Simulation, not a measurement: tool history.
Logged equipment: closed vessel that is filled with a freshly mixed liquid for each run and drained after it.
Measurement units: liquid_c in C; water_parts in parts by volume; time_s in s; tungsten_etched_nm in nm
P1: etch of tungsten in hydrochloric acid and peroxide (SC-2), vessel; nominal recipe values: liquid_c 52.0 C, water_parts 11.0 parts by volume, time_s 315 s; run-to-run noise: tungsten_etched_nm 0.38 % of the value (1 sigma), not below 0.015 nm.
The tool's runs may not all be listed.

run	day	liquid_c	water_parts	time_s	hours since the thermometer was replaced	hours since the chemicals flow meter was replaced	hours since the drum of peroxide was connected	tungsten_etched_nm
1	0.338	52.0	11.0	315	972.9	1732.9	307.6	39.9320
2	0.588	52.0	11.0	600	978.9	1738.9	313.6	76.0450
3	1.121	52.0	4.0	315	991.7	1751.7	326.4	86.5690
4	1.404	52.0	11.0	315	998.5	1758.5	333.2	39.9020
5	1.654	52.0	11.0	315	1004.5	1764.5	339.2	40.1680
6	1.921	52.0	18.5	315	1010.9	1770.9	345.6	25.3350
7	2.321	63.0	11.0	315	1020.5	1780.5	355.2	81.2770
8	2.758	36.5	11.0	315	1031.0	1791.0	365.7	13.6940
9	3.154	52.0	11.0	315	1040.5	1800.5	375.2	40.1480
10	3.483	52.0	11.0	315	1048.4	1808.4	383.1	40.2520
11	3.758	52.0	11.0	315	1055.0	1815.0	389.7	40.0580
12	4.179	37.5	11.0	30	1065.1	1825.1	399.8	1.3775
13	4.658	52.0	11.0	70	1076.6	1836.6	411.3	8.8611
14	5.038	52.0	11.0	315	1085.7	1845.7	420.4	40.1260
15	5.342	52.0	11.0	315	1093.0	1853.0	427.7	39.2160
16	5.879	52.0	11.0	315	1105.9	1865.9	440.6	37.9840
17	6.192	52.0	11.0	315	1113.4	1873.4	448.1	37.6980
# day 6.308: new drum of peroxide connected
18	6.558	52.0	11.0	315	1122.2	1882.2	6.1	37.4020
19	6.888	52.0	11.0	315	1130.1	1890.1	14.0	37.2510
20	7.358	52.0	11.0	315	1141.4	1901.4	25.3	36.8990

Expected results for the next run?
21	7.721	52.0	11.0	315	1150.1	1910.1	34.0	?

tungsten_etched_nm: 37.1260 nm
